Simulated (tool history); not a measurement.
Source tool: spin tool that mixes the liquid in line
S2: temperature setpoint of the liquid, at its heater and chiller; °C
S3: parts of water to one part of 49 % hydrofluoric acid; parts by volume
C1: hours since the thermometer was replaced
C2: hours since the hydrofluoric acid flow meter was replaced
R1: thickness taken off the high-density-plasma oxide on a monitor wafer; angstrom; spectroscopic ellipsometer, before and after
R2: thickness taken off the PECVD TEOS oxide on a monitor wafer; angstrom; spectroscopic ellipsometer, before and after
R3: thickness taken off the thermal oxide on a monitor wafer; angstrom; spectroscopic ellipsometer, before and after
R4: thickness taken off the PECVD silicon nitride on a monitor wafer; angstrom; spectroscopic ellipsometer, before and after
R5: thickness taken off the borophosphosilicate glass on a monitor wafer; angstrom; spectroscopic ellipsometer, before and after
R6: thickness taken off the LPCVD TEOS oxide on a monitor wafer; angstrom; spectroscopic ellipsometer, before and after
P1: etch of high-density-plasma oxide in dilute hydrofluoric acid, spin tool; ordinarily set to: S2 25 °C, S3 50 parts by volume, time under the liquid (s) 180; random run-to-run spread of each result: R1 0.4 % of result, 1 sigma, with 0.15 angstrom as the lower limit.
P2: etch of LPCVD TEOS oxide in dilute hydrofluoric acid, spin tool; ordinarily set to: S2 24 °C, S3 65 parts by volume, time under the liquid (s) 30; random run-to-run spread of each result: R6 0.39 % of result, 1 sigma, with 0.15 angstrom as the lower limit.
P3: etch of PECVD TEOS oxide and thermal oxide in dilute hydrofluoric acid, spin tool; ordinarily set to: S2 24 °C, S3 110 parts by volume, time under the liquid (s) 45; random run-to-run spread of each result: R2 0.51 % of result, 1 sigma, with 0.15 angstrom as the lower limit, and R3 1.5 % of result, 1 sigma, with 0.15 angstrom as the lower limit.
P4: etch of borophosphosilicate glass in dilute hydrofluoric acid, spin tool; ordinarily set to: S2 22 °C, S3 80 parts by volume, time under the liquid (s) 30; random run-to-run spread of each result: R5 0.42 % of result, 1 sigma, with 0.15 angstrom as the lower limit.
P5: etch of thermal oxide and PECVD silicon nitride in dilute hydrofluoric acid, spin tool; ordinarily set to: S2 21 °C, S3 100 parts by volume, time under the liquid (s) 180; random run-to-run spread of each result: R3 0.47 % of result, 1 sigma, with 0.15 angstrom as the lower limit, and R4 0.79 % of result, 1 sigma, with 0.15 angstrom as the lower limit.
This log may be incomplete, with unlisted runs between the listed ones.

{"run": 1, "hour": 5.0, "process that ran": "P1", "S2": 25, "S3": 50, "time under the liquid (s)": 180, "C1": 269.5, "C2": 793.4, "R1": 206.02}
{"run": 2, "hour": 8.5, "process that ran": "P1", "S2": 25, "S3": 50, "time under the liquid (s)": 180, "C1": 273, "C2": 796.9, "R1": 206.14}
{"run": 3, "hour": 11.8, "process that ran": "P3", "S2": 24, "S3": 110, "time under the liquid (s)": 70, "C1": 276.3, "C2": 800.2, "R2": 106, "R3": 26.74}
{"run": 4, "hour": 15.7, "process that ran": "P5", "S2": 21, "S3": 100, "time under the liquid (s)": 60, "C1": 280.2, "C2": 804.1, "R3": 25.235, "R4": 10.022}
{"run": 5, "hour": 19.0, "process that ran": "P5", "S2": 21, "S3": 100, "time under the liquid (s)": 180, "C1": 283.5, "C2": 807.4, "R3": 75.311, "R4": 30.516}
{"run": 6, "hour": 26.1, "process that ran": "P4", "S2": 22, "S3": 80, "time under the liquid (s)": 15, "C1": 290.6, "C2": 814.5, "R5": 53.56}
{"run": 7, "hour": 32.4, "process that ran": "P2", "S2": 24, "S3": 65, "time under the liquid (s)": 15, "C1": 296.9, "C2": 820.8, "R6": 133.82}
{"run": 8, "hour": 36.6, "process that ran": "P2", "S2": 24, "S3": 65, "time under the liquid (s)": 30, "C1": 301.1, "C2": 825, "R6": 265.05}
{"run": 9, "hour": 43.6, "process that ran": "P3", "S2": 24, "S3": 30, "time under the liquid (s)": 45, "C1": 308.1, "C2": 832, "R2": 277.91, "R3": 70.168}
{"run": 10, "hour": 50.3, "process that ran": "P1", "S2": 25, "S3": 50, "time under the liquid (s)": 180, "C1": 314.8, "C2": 838.7, "R1": 206.91}
{"run": 11, "hour": 54.4, "process that ran": "P3", "S2": 24, "S3": 110, "time under the liquid (s)": 45, "C1": 318.9, "C2": 842.8, "R2": 67.855, "R3": 17.729}
{"run": 12, "hour": 59.9, "process that ran": "P4", "S2": 22, "S3": 40, "time under the liquid (s)": 30, "C1": 324.4, "C2": 848.3, "R5": 224.78}
{"run": 13, "hour": 66.0, "process that ran": "P1", "S2": 25, "S3": 50, "time under the liquid (s)": 180, "C1": 330.5, "C2": 854.4, "R1": 205.45}
{"run": 14, "hour": 73.0, "process that ran": "P3", "S2": 19, "S3": 110, "time under the liquid (s)": 45, "C1": 337.5, "C2": 861.4, "R2": 55.069, "R3": 14.286}
{"hour": 77.5, "done": "hydrofluoric acid flow meter replaced"}
{"run": 15, "hour": 78.3, "process that ran": "P4", "S2": 25.5, "S3": 80, "time under the liquid (s)": 30, "C1": 342.8, "C2": 0.9, "R5": 123.58}
{"run": 16, "hour": 81.8, "process that ran": "P1", "S2": 25, "S3": 50, "time under the liquid (s)": 95, "C1": 346.3, "C2": 4.4, "R1": 108.95}
{"run": 17, "hour": 88.6, "process that ran": "P1", "S2": 25, "S3": 70, "time under the liquid (s)": 180, "C1": 353.1, "C2": 11.2, "R1": 143.16}
{"run": 18, "hour": 91.9, "process that ran": "P3", "S2": 24, "S3": 110, "time under the liquid (s)": 45, "C1": 356.4, "C2": 14.5, "R2": 67.696, "R3": 17.449}
{"run": 19, "hour": 97.4, "process that ran": "P1", "S2": 30, "S3": 50, "time under the liquid (s)": 180, "C1": 361.9, "C2": 20, "R1": 251.6}
{"run": 20, "hour": 104.4, "process that ran": "P1", "S2": 25, "S3": 20, "time under the liquid (s)": 180, "C1": 368.9, "C2": 27, "R1": 535.28}
{"run": 21, "hour": 110.1, "process that ran": "P4", "S2": 22, "S3": 80, "time under the liquid (s)": 30, "C1": 374.6, "C2": 32.7, "R5": 107.36}
{"run": 22, "hour": 115.8, "process that ran": "P2", "S2": 24, "S3": 30, "time under the liquid (s)": 30, "C1": 380.3, "C2": 38.4, "R6": 602.5}
{"run": 23, "hour": 121.9, "process that ran": "P4", "S2": 22, "S3": 80, "time under the liquid (s)": 30, "C1": 386.4, "C2": 44.5, "R5": 107.25}
{"run": 24, "hour": 127.5, "process that ran": "P5", "S2": 28.5, "S3": 100, "time under the liquid (s)": 180, "C1": 392, "C2": 50.1, "R3": 101.13, "R4": 50.554}
{"run": 25, "hour": 132.3, "process that ran": "P2", "S2": 24, "S3": 65, "time under the liquid (s)": 30, "C1": 396.8, "C2": 54.9, "R6": 264.59}
{"run": 26, "hour": 137.8, "process that ran": "P1", "S2": 25, "S3": 50, "time under the liquid (s)": 180, "C1": 402.3, "C2": 60.4, "R1": 207.86}
{"run": 27, "hour": 141.8, "process that ran": "P1", "S2": 31.5, "S3": 50, "time under the liquid (s)": 305, "C1": 406.3, "C2": 64.4, "R1": 452.83}
{"run": 28, "hour": 145.4, "process that ran": "P1", "S2": 25, "S3": 50, "time under the liquid (s)": 180, "C1": 409.9, "C2": 68, "R1": 206.61}
{"hour": 145.8, "done": "thermometer replaced"}
{"run": 29, "hour": 148.6, "process that ran": "P2", "S2": 29, "S3": 65, "time under the liquid (s)": 30, "C1": 2.8, "C2": 71.2, "R6": 325.09}
{"run": 30, "hour": 153.9, "process that ran": "P1", "S2": 19.5, "S3": 50, "time under the liquid (s)": 180, "C1": 8.1, "C2": 76.5, "R1": 162.96}
{"run": 31, "hour": 160.3, "process that ran": "P5", "S2": 21, "S3": 185, "time under the liquid (s)": 180, "C1": 14.5, "C2": 82.9, "R3": 37.494, "R4": 17.012}
{"run": 32, "hour": 165.8, "process that ran": "P1", "S2": 25, "S3": 50, "time under the liquid (s)": 330, "C1": 20, "C2": 88.4, "R1": 376.93}
{"run": 33, "hour": 170.9, "process that ran": "P1", "S2": 25, "S3": 50, "time under the liquid (s)": 180, "C1": 25.1, "C2": 93.5, "R1": 206.45}
{"run": 34, "hour": 175.8, "process that ran": "P1", "S2": 25, "S3": 50, "time under the liquid (s)": 180, "C1": 30, "C2": 98.4, "R1": 214.18}
{"run": 35, "hour": 181.0, "process that ran": "P1", "S2": 25, "S3": 50, "time under the liquid (s)": 180, "C1": 35.2, "C2": 103.6, "R1": 219.56}
{"run": 36, "hour": 186.2, "process that ran": "P1", "S2": 25, "S3": 50, "time under the liquid (s)": 180, "C1": 40.4, "C2": 108.8, "R1": 221.86}
{"run": 37, "hour": 192.3, "process that ran": "P1", "S2": 25, "S3": 50, "time under the liquid (s)": 180, "C1": 46.5, "C2": 114.9, "R1": 223.8}
{"run": 38, "hour": 196.6, "process that ran": "P1", "S2": 25, "S3": 50, "time under the liquid (s)": 180, "C1": 50.8, "C2": 119.2, "R1": 223.47}
{"run": 39, "hour": 199.9, "process that ran": "P1", "S2": 25, "S3": 50, "time under the liquid (s)": 180, "C1": 54.1, "C2": 122.5, "R1": 224.04}
{"run": 40, "hour": 203.5, "process that ran": "P1", "S2": 25, "S3": 50, "time under the liquid (s)": 180, "C1": 57.7, "C2": 126.1, "R1": 223.82}

Compared with where it was, what P1 gives has crept away. Each cause listed below fits the log as well as the rest, at the size given for it:
A: liquid hotter than its thermometer reads (K) = 2.07
B: hydrofluoric acid flow above the setpoint (%) = 8.17
The process output started creeping at around hour 170.9.

4 check runs are offered, each on 5 wafers whose results are averaged, their results left as question marks. Which one tells the causes apart?
{"run": "check 1", "hour": 207.1, "process that ran": "P2", "S2": 28.5, "S3": 30, "time under the liquid (s)": 30, "R6": "?"}
{"run": "check 2", "hour": 207.1, "process that ran": "P5", "S2": 21, "S3": 165, "time under the liquid (s)": 75, "R3": "?", "R4": "?"}
{"run": "check 3", "hour": 207.1, "process that ran": "P4", "S2": 25.5, "S3": 80, "time under the liquid (s)": 15, "R5": "?"}
{"run": "check 4", "hour": 207.1, "process that ran": "P3", "S2": 24, "S3": 55, "time under the liquid (s)": 45, "R2": "?", "R3": "?"}

Expected result of each check under each candidate cause:
check=check_1 result=R6 if_A=786.56 if_B=785.78
check=check_2 result=R3 if_A=19.379 if_B=19.608
check=check_2 result=R4 if_A=8.9365 if_B=8.4302
check=check_3 result=R5 if_A=67.012 if_B=67.351
check=check_4 result=R2 if_A=158.38 if_B=158.35
check=check_4 result=R3 if_A=41.311 if_B=41.302
How far apart the two closest causes lie, in the result that separates them most: check 1 0.1 %; check 2 5.83 %; check 3 0.5 %; check 4 0.02 %
The causes can be told apart only by check 2. The other checks would give nearly the same results under each of them.

Check 2 was carried out, with these results: R3 19.414 angstrom; R4 8.827 angstrom. Which of the listed causes is responsible?

The cause is A: liquid hotter than its thermometer reads (K).

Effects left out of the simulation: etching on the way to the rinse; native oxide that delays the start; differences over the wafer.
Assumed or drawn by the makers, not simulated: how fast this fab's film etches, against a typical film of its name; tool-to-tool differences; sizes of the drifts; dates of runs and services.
